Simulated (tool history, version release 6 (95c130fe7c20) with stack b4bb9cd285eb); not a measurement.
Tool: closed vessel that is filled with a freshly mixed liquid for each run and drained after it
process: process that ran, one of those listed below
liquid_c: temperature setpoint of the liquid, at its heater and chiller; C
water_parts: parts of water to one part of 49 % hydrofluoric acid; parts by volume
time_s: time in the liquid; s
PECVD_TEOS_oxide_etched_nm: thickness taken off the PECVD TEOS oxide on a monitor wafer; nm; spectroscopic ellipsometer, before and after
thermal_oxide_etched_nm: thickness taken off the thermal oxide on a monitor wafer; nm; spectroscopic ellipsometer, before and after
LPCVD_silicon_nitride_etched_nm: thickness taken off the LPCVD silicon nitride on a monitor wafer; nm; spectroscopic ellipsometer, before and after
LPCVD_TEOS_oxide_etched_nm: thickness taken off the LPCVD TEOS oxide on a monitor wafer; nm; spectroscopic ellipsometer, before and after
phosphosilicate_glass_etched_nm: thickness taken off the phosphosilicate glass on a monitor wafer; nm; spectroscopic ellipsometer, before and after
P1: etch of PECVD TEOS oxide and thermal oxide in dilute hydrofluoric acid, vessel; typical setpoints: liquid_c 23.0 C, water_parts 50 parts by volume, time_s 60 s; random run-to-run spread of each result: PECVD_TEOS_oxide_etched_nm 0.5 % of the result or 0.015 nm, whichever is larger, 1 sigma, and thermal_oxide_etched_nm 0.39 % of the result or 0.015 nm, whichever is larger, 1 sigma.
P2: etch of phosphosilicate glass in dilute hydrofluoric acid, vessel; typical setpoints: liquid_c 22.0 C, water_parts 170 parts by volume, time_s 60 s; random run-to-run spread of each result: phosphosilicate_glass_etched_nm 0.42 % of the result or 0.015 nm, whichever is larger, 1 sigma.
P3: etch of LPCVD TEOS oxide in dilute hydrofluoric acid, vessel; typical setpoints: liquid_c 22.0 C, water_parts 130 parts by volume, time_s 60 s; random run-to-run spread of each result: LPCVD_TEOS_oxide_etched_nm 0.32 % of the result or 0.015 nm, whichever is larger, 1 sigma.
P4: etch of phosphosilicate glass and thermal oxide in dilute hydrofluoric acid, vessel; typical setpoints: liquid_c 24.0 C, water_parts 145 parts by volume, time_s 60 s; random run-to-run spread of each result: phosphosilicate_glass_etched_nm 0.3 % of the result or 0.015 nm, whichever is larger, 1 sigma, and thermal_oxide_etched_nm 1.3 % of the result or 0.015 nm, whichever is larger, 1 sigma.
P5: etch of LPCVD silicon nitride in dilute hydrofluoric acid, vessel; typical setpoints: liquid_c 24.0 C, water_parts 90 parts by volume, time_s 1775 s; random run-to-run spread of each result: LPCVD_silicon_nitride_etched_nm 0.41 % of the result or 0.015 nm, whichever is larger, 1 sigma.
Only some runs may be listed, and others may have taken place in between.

run	hour	process	liquid_c	water_parts	time_s	hours since the thermometer was replaced	hours since the hydrofluoric acid flow meter was replaced	PECVD_TEOS_oxide_etched_nm	thermal_oxide_etched_nm	LPCVD_silicon_nitride_etched_nm	LPCVD_TEOS_oxide_etched_nm	phosphosilicate_glass_etched_nm
1	10.4	P1	23.0	50	60	770.4	192.7	14.8720	6.08810			
2	18.1	P5	24.0	90	1775	778.1	200.4			9.6813		
3	24.7	P1	17.0	30	60	784.7	207.0	19.5170	8.03040			
4	31.8	P3	22.0	130	60	791.8	214.1				16.2110	
5	43.8	P5	32.0	90	1775	803.8	226.1			16.0930		
6	56.2	P1	23.0	50	30	816.2	238.5	7.4118	3.06630			
7	65.3	P3	22.0	130	60	825.3	247.6				16.1750	
8	78.1	P5	24.0	45	1775	838.1	260.4			18.9760		
9	87.3	P5	24.0	90	2960	847.3	269.6			16.0850		
10	93.2	P1	23.0	50	60	853.2	275.5	14.9270	6.12270			
11	101.3	P2	22.0	170	85	861.3	283.6					56.065
12	109.5	P1	23.0	70	105	869.5	291.8	18.2180	7.44420			
13	115.2	P4	24.0	145	105	875.2	297.5		3.41840			136.820
14	123.3	P4	17.5	145	60	883.3	305.6		1.51590			61.041
15	130.9	P1	23.0	75	60	890.9	313.2	9.6320	3.95350			
16	142.1	P1	19.0	50	60	902.1	324.4	12.5170	5.14290			
17	154.1	P2	22.0	270	60	914.1	336.4					22.438
18	165.6	P4	24.0	145	60	925.6	347.9		1.94650			78.825
19	176.4	P1	23.0	20	60	936.4	358.7	38.6530	15.84100			
20	183.9	P2	22.0	170	60	943.9	366.2					39.540
21	190.4	P1	23.0	50	95	950.4	372.7	23.3090	9.69320			
22	199.7	P1	28.5	50	60	959.7	382.0	18.5020	7.63810			
# hour 201.4: thermometer replaced
23	211.2	P1	23.0	50	60	9.9	393.5	14.8970	6.07400			
24	221.6	P3	22.0	205	60	20.3	403.9				9.4565	
25	233.6	P1	23.0	50	60	32.3	415.9	14.6910	6.13290			
26	239.6	P5	24.0	90	1775	38.3	421.9			9.6734		
27	246.6	P2	17.0	170	60	45.3	428.9					32.415
28	259.1	P3	22.0	130	30	57.8	441.4				8.0952	
29	269.0	P4	24.0	145	60	67.7	451.3		1.88870			78.517
30	279.7	P3	17.0	130	60	78.4	462.0				13.1920	
31	286.3	P4	24.0	255	60	85.0	468.6		0.98957			39.589
32	293.7	P1	23.0	50	60	92.4	476.0	14.8070	6.12230			
33	304.0	P1	23.0	50	60	102.7	486.3	15.1130	6.24250			
34	315.8	P1	23.0	50	60	114.5	498.1	15.3570	6.28700			
35	326.8	P1	23.0	50	60	125.5	509.1	15.4650	6.41550			
36	336.4	P1	23.0	50	60	135.1	518.7	15.5160	6.49610			
37	348.3	P1	23.0	50	60	147.0	530.6	15.4240	6.45990			
38	354.3	P1	23.0	50	60	153.0	536.6	15.4760	6.43770			
39	361.2	P1	23.0	50	60	159.9	543.5	15.5880	6.47300			
40	373.9	P1	23.0	50	60	172.6	556.2	15.6530	6.48010			
41	380.2	P1	23.0	50	60	178.9	562.5	15.7410	6.44910			
42	391.8	P1	23.0	50	60	190.5	574.1	15.6580	6.51130			
43	400.2	P1	23.0	50	60	198.9	582.5	15.7220	6.53740			

The output of P1 has drifted from where it used to be. Each of the 2 causes below, taken at the size shown beside it, accounts for the log equally well:
A: liquid hotter than its thermometer reads (K) = 1.47
B: hydrofluoric acid flow above the setpoint (%) = 5.85
The gradual shift began around hour 293.7.

Consider the 4 single-wafer check runs listed below, results given as question marks: which one distinguishes between the causes by giving clearly different results for each?
check 1	408.6	P5	28.0	60	1775					?		
check 2	408.6	P3	17.0	130	60						?	
check 3	408.6	P4	17.5	145	60				?			?
check 4	408.6	P2	17.5	170	60							?

Check results expected under each cause:
check	result	if A	if B
check 1	LPCVD_silicon_nitride_etched_nm	20.6530	19.8660
check 2	LPCVD_TEOS_oxide_etched_nm	14.0240	14.0730
check 3	thermal_oxide_etched_nm	1.60510	1.61330
check 3	phosphosilicate_glass_etched_nm	64.491	64.819
check 4	phosphosilicate_glass_etched_nm	35.029	35.278
Per-check spread between the two closest causes, in the result where they differ most: check 1 3.89 %; check 2 0.35 %; check 3 0.51 %; check 4 0.71 %
Check 1 is the one run that separates the causes; every other check would come out nearly the same whichever cause is at work.

Check 1 was then run and gave: LPCVD_silicon_nitride_etched_nm 20.6510 nm. Which cause is it?

A is the cause: liquid hotter than its thermometer reads (K).
